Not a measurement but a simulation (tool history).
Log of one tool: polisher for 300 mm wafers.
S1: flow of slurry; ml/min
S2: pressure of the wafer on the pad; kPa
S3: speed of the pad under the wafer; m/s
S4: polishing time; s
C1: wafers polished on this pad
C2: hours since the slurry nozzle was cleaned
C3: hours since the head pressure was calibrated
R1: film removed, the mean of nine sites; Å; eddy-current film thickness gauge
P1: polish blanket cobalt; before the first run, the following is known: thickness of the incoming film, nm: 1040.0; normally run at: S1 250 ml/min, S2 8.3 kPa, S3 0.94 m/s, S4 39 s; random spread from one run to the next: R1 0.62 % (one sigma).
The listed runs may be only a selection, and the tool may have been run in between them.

run   hour   S1    S2    S3  S4    C1     C2     C3      R1
  1    4.1  250   8.3  0.94  39   135  482.7  263.1  920.16
  2    9.9  250   8.3  0.94  21   184  488.5  268.9  503.65
  3     15  250   8.3  0.74  54   227  493.6    274  1018.9
  4   20.4  250  12.4  0.94  39   272    499  279.4  1390.6
  5   23.1  250   8.3  0.44  39   295  501.7  282.1  438.87
  6   27.5  250   6.2  0.94  18   331  506.1  286.5  324.29
  7   31.3  250   8.3  1.28  39   363  509.9  290.3  1269.3
  8   35.8  250   5.5  0.94  39   401  514.4  294.8  617.28
      38.2  -- head pressure recalibrated
  9   40.4  250   8.3  0.94  39   440    519    2.2  931.42
 10     44  150   8.3  0.94  39   470  522.6    5.8  864.49
 11   47.5  390   8.3  0.94  39   499  526.1    9.3  972.73
 12   52.7  250   8.3  0.94  39   543  531.3   14.5  929.11
 13   58.7  250   8.3  0.94  58   593  537.3   20.5  1367.8
 14   64.1  250   8.3  0.94  39   639  542.7   25.9  923.35
 15   68.3  250   8.3  0.94  39   674  546.9   30.1  920.75
 16   74.2  250   8.3  0.94  39   723  552.8     36  936.14
 17   77.7  250   8.3  0.94  39   753  556.3   39.5  936.51
 18   83.1  250   8.3  0.94  39   798  561.7   44.9   914.5
 19   88.9  250   8.3  0.94  39   847  567.5   50.7  903.91
 20   93.6  250   8.3  0.94  39   886  572.2   55.4  900.62
 21   99.5  250   8.3  0.94  39   936  578.1   61.3  895.12
 22  104.5  250   8.3  0.94  39   978  583.1   66.3  881.51
     109.7  -- head pressure recalibrated
 23  109.8  250   8.3  0.94  39  1022  588.4    0.2  893.47
 24  115.5  250   8.3  0.94  39  1070  594.1    5.9  877.19
 25  118.4  250   8.3  0.94  39  1094    597    8.8  881.41
 26  121.8  250   8.3  0.94  39  1123  600.4   12.2  875.19
 27  126.2  250   8.3  0.94  39  1160  604.8   16.6  887.26

The log shows P1 creeping away from where it was. Any of the 2 causes listed here, at the size stated for it, fits the log just as well as the others:
A: slurry flow missing at the pad, % = 31.4
B: removal rate lost through wear of the pad, % = 4.76
The process output started creeping at around hour 77.7.
Every other cause this tool's parts could produce, and why it does not fit the log:
head's pressure below its setpoint, %: serviced at hour 109.7, which brought nothing back

The 4 check runs listed below each average the results of 3 wafers, and their outcomes are marked with question marks. Under which run would the listed causes produce clearly different results?
check 1  130.6  250  10.3  0.94  48               ?
check 2  130.6  250  12.4  0.94  26               ?
check 3  130.6  150   8.3  0.94  39               ?
check 4  130.6  250   8.3  0.46  39               ?

How each check would come out, cause by cause:
  check  result    if A    if B
check 1      R1  1358.5  1358.5
check 2      R1  883.03     883
check 3      R1  798.95  822.78
check 4      R1  432.12   432.1
Smallest distance between any two causes, each pair judged by its most separating result, in per cent: check 1 0 %; check 2 0 %; check 3 2.94 %; check 4 0 %
Of the check runs offered, only check 3 discriminates between the causes; the rest would read about the same regardless of which cause applies.

With check 3 done, the readings were: R1 803.53 Å. Identify which of the listed causes applies.

A is the cause: slurry flow missing at the pad, %.
